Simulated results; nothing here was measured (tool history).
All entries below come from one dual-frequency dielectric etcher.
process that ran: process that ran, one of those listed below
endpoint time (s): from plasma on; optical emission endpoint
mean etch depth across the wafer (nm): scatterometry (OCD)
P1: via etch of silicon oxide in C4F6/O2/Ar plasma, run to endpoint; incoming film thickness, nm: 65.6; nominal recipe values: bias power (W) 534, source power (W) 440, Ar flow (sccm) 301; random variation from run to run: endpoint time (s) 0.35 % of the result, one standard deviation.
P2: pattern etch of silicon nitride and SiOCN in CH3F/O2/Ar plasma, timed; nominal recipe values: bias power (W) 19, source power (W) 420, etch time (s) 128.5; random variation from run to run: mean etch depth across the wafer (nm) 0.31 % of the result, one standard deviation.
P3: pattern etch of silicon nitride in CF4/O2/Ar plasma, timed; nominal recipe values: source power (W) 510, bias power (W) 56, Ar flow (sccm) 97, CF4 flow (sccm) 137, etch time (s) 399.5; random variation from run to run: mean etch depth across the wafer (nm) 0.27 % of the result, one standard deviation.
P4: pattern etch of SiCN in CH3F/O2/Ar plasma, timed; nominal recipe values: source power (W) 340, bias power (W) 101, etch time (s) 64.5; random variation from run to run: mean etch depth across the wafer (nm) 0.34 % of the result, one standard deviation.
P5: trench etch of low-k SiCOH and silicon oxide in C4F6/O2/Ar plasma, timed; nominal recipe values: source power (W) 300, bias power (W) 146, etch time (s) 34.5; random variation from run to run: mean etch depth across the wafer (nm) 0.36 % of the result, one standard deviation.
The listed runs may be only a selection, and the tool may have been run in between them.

| run | hour | process that ran | bias power (W) | source power (W) | Ar flow (sccm) | etch time (s) | CF4 flow (sccm) | hours since the last wet clean | hours since the last bias power generator calibration | hours since the last source power generator calibration | hours since the last Ar flow controller change | endpoint time (s) | mean etch depth across the wafer (nm) |
|---|---|---|---|---|---|---|---|---|---|---|---|---|---|
| 1 | 5.1 | P1 | 534 | 440 | 301 |  |  | 377 | 692.3 | 1052.8 | 3897.3 | 13.594 |  |
| 2 | 9 | P1 | 534 | 350 | 301 |  |  | 380.9 | 696.2 | 1056.7 | 3901.2 | 14.734 |  |
| 3 | 15.5 | P1 | 534 | 520 | 301 |  |  | 387.4 | 702.7 | 1063.2 | 3907.7 | 12.772 |  |
| 4 | 20.2 | P5 | 146 | 300 |  | 49 |  | 392.1 | 707.4 | 1067.9 | 3912.4 |  | 130.27 |
| 5 | 24.8 | P1 | 534 | 440 | 301 |  |  | 396.7 | 712 | 1072.5 | 3917 | 13.533 |  |
| 6 | 28.8 | P5 | 146 | 300 |  | 34.5 |  | 400.7 | 716 | 1076.5 | 3921 |  | 91.213 |
| 7 | 36.6 | P3 | 56 | 510 | 97 | 399.5 | 104 | 408.5 | 723.8 | 1084.3 | 3928.8 |  | 794.2 |
| 8 | 43.3 | P1 | 534 | 440 | 301 |  |  | 415.2 | 730.5 | 1091 | 3935.5 | 13.518 |  |
| 9 | 48.3 | P3 | 56 | 510 | 97 | 399.5 | 137 | 420.2 | 735.5 | 1096 | 3940.5 |  | 818.62 |
| 10 | 56.5 | P1 | 534 | 440 | 301 |  |  | 428.4 | 743.7 | 1104.2 | 3948.7 | 13.455 |  |
| 11 | 64 | P3 | 44 | 510 | 97 | 399.5 | 137 | 435.9 | 751.2 | 1111.7 | 3956.2 |  | 749.03 |
| 12 | 69.4 | P2 | 19 | 420 |  | 128.5 |  | 441.3 | 756.6 | 1117.1 | 3961.6 |  | 15.55 |
| 13 | 74.4 | P4 | 101 | 340 |  | 85 |  | 446.3 | 761.6 | 1122.1 | 3966.6 |  | 34.65 |
| 14 | 81.5 | P1 | 446 | 440 | 207 |  |  | 453.4 | 768.7 | 1129.2 | 3973.7 | 13.861 |  |
| 15 | 86.6 | P2 | 19 | 420 |  | 128.5 |  | 458.5 | 773.8 | 1134.3 | 3978.8 |  | 15.573 |
| 16 | 92.4 | P1 | 343 | 440 | 301 |  |  | 464.3 | 779.6 | 1140.1 | 3984.6 | 15.913 |  |
| 17 | 100.6 | P5 | 186 | 300 |  | 34.5 |  | 472.5 | 787.8 | 1148.3 | 3992.8 |  | 98.746 |
| 18 | 107.4 | P1 | 534 | 440 | 301 |  |  | 479.3 | 794.6 | 1155.1 | 3999.6 | 13.497 |  |
| 19 | 113.5 | P1 | 534 | 440 | 235 |  |  | 485.4 | 800.7 | 1161.2 | 4005.7 | 13.189 |  |
| 20 | 119.4 | P2 | 19 | 570 |  | 128.5 |  | 491.3 | 806.6 | 1167.1 | 4011.6 |  | 17.257 |
| 21 | 126.3 | P2 | 26 | 420 |  | 128.5 |  | 498.2 | 813.5 | 1174 | 4018.5 |  | 18.012 |
| 22 | 131.1 | P1 | 754 | 440 | 301 |  |  | 503 | 818.3 | 1178.8 | 4023.3 | 11.795 |  |
| 23 | 135 | P4 | 101 | 260 |  | 64.5 |  | 506.9 | 822.2 | 1182.7 | 4027.2 |  | 24.075 |
| 24 | 142.7 | P5 | 146 | 370 |  | 34.5 |  | 514.6 | 829.9 | 1190.4 | 4034.9 |  | 99.808 |
| 25 | 148.2 | P1 | 534 | 440 | 363 |  |  | 520.1 | 835.4 | 1195.9 | 4040.4 | 13.81 |  |
| 26 | 156.8 | P3 | 56 | 510 | 132 | 399.5 | 137 | 528.7 | 844 | 1204.5 | 4049 |  | 792.94 |
| 27 | 160.6 | P5 | 146 | 300 |  | 34.5 |  | 532.5 | 847.8 | 1208.3 | 4052.8 |  | 91.376 |
|  | 164.2 | Ar flow controller replaced |
| 28 | 168.5 | P4 | 101 | 340 |  | 64.5 |  | 540.4 | 855.7 | 1216.2 | 4.3 |  | 26.467 |
| 29 | 172.9 | P2 | 19 | 420 |  | 190.5 |  | 544.8 | 860.1 | 1220.6 | 8.7 |  | 23.201 |
| 30 | 180.9 | P3 | 56 | 510 | 97 | 596.5 | 137 | 552.8 | 868.1 | 1228.6 | 16.7 |  | 1220.3 |
| 31 | 185.8 | P1 | 534 | 340 | 200 |  |  | 557.7 | 873 | 1233.5 | 21.6 | 14.187 |  |
| 32 | 191.6 | P1 | 534 | 440 | 301 |  |  | 563.5 | 878.8 | 1239.3 | 27.4 | 13.487 |  |
| 33 | 195.4 | P4 | 78 | 340 |  | 64.5 |  | 567.3 | 882.6 | 1243.1 | 31.2 |  | 24.043 |
| 34 | 199.8 | P4 | 101 | 340 |  | 64.5 |  | 571.7 | 887 | 1247.5 | 35.6 |  | 26.386 |
| 35 | 207.6 | P3 | 56 | 390 | 97 | 399.5 | 137 | 579.5 | 894.8 | 1255.3 | 43.4 |  | 645.53 |
| 36 | 215.6 | P1 | 534 | 440 | 301 |  |  | 587.5 | 902.8 | 1263.3 | 51.4 | 13.519 |  |
| 37 | 222.1 | P1 | 534 | 440 | 301 |  |  | 594 | 909.3 | 1269.8 | 57.9 | 13.637 |  |
| 38 | 229.3 | P1 | 534 | 440 | 301 |  |  | 601.2 | 916.5 | 1277 | 65.1 | 13.689 |  |
| 39 | 233.6 | P1 | 534 | 440 | 301 |  |  | 605.5 | 920.8 | 1281.3 | 69.4 | 13.62 |  |
| 40 | 239 | P1 | 534 | 440 | 301 |  |  | 610.9 | 926.2 | 1286.7 | 74.8 | 13.721 |  |
|  | 240.3 | wet clean of the chamber |
| 41 | 244.8 | P1 | 534 | 440 | 301 |  |  | 4.5 | 932 | 1292.5 | 80.6 | 13.72 |  |
| 42 | 251.1 | P1 | 534 | 440 | 301 |  |  | 10.8 | 938.3 | 1298.8 | 86.9 | 13.801 |  |
| 43 | 256.1 | P1 | 534 | 440 | 301 |  |  | 15.8 | 943.3 | 1303.8 | 91.9 | 13.759 |  |
| 44 | 262.8 | P1 | 534 | 440 | 301 |  |  | 22.5 | 950 | 1310.5 | 98.6 | 13.83 |  |

What P1 gives has crept away from where it was. These 2 causes fit the log equally well, each at the size given:
A: source power that arrives under what is set, % = 4.59
B: bias power that arrives under what is set, % = 4.51
The process output started creeping at around hour 215.6.
What rules out each remaining cause:
chamber walls in a state that lowers the etch rate, %: serviced after onset, at hour 240.3, with no recovery of the prior output
Ar flow that arrives over what is set, %: limited to 8, which would change endpoint time (s) by +0.9 %, either short of the creep or opposite in sign

Of the 4 check runs listed below, each run on one wafer and each result written as a question mark, which would let you distinguish the listed causes because they would give clearly different results?
| check 1 | 269.5 | P5 | 180 | 300 |  | 34.5 |  |  |  |  |  |  | ? |
| check 2 | 269.5 | P3 | 56 | 510 | 97 | 589 | 137 |  |  |  |  |  | ? |
| check 3 | 269.5 | P2 | 19 | 480 |  | 188.5 |  |  |  |  |  |  | ? |
| check 4 | 269.5 | P4 | 101 | 270 |  | 80.5 |  |  |  |  |  |  | ? |

Expected result of each check under each candidate cause:
| check | result | if A | if B |
|---|---|---|---|
| check 1 | mean etch depth across the wafer (nm) | 95.707 | 96.029 |
| check 2 | mean etch depth across the wafer (nm) | 1158 | 1186.3 |
| check 3 | mean etch depth across the wafer (nm) | 23.578 | 23.511 |
| check 4 | mean etch depth across the wafer (nm) | 29.707 | 29.689 |
Per check, the gap between the least separated pair of causes, taken in the result that splits them most: check 1 0.34 %; check 2 2.42 %; check 3 0.29 %; check 4 0.06 %
Only check 2 tells the causes apart: in the others they would give nearly the same result.

Then check 2 was run and gave: mean etch depth across the wafer (nm) 1164.6. Which cause is it?

The correct cause is A, namely: source power that arrives under what is set, %.

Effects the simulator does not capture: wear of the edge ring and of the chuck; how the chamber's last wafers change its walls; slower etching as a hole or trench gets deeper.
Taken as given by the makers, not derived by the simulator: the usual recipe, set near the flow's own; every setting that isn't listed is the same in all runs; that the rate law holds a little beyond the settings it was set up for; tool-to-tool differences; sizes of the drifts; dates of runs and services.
